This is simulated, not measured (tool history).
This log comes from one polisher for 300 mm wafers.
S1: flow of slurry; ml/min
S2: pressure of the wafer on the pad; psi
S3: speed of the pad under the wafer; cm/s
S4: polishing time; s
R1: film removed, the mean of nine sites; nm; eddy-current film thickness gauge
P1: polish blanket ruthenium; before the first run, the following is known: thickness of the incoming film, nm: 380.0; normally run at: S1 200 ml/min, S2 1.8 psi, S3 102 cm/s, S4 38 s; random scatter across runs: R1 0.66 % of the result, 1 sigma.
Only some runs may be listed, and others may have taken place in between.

{"run": 1, "hour": 5.5, "S1": 200, "S2": 1.8, "S3": 102, "S4": 38, "R1": 36.539}
{"run": 2, "hour": 10.3, "S1": 200, "S2": 1.1, "S3": 102, "S4": 55, "R1": 32.346}
{"run": 3, "hour": 15.3, "S1": 200, "S2": 0.9, "S3": 102, "S4": 29, "R1": 13.835}
{"run": 4, "hour": 19.3, "S1": 120, "S2": 1.8, "S3": 102, "S4": 38, "R1": 33.765}
{"run": 5, "hour": 23.9, "S1": 200, "S2": 1.8, "S3": 160, "S4": 38, "R1": 57.044}
{"run": 6, "hour": 26.7, "S1": 200, "S2": 2.7, "S3": 102, "S4": 38, "R1": 54.516}
{"run": 7, "hour": 30.4, "S1": 200, "S2": 1.8, "S3": 54, "S4": 38, "R1": 19.365}
{"run": 8, "hour": 33.6, "S1": 200, "S2": 1.8, "S3": 102, "S4": 38, "R1": 36.166}
{"run": 9, "hour": 37.5, "S1": 200, "S2": 1.8, "S3": 102, "S4": 28, "R1": 27.155}
{"run": 10, "hour": 41.0, "S1": 255, "S2": 1.8, "S3": 102, "S4": 38, "R1": 37.927}
{"run": 11, "hour": 43.7, "S1": 200, "S2": 2.4, "S3": 68, "S4": 38, "R1": 32.865}
{"run": 12, "hour": 48.9, "S1": 200, "S2": 0.8, "S3": 102, "S4": 38, "R1": 16.265}
{"run": 13, "hour": 53.2, "S1": 200, "S2": 1.8, "S3": 102, "S4": 38, "R1": 36.468}
{"run": 14, "hour": 57.8, "S1": 200, "S2": 1.8, "S3": 102, "S4": 48, "R1": 46.739}
{"run": 15, "hour": 60.6, "S1": 200, "S2": 1.8, "S3": 102, "S4": 38, "R1": 36.625}
{"run": 16, "hour": 63.0, "S1": 200, "S2": 1.8, "S3": 102, "S4": 38, "R1": 36.163}
{"run": 17, "hour": 66.6, "S1": 200, "S2": 1.8, "S3": 102, "S4": 38, "R1": 35.949}
{"run": 18, "hour": 69.3, "S1": 200, "S2": 1.8, "S3": 102, "S4": 38, "R1": 35.741}
{"run": 19, "hour": 73.5, "S1": 200, "S2": 1.8, "S3": 102, "S4": 38, "R1": 34.632}
{"run": 20, "hour": 76.8, "S1": 200, "S2": 1.8, "S3": 102, "S4": 38, "R1": 34.949}

Predict the results of run 21:
{"hour": 78.0, "done": "worn pad replaced by a new one"}
{"run": 21, "hour": 79.3, "S1": 200, "S2": 1.8, "S3": 102, "S4": 38, "R1": "?"}

{"run 21": {"R1": 34.73}}
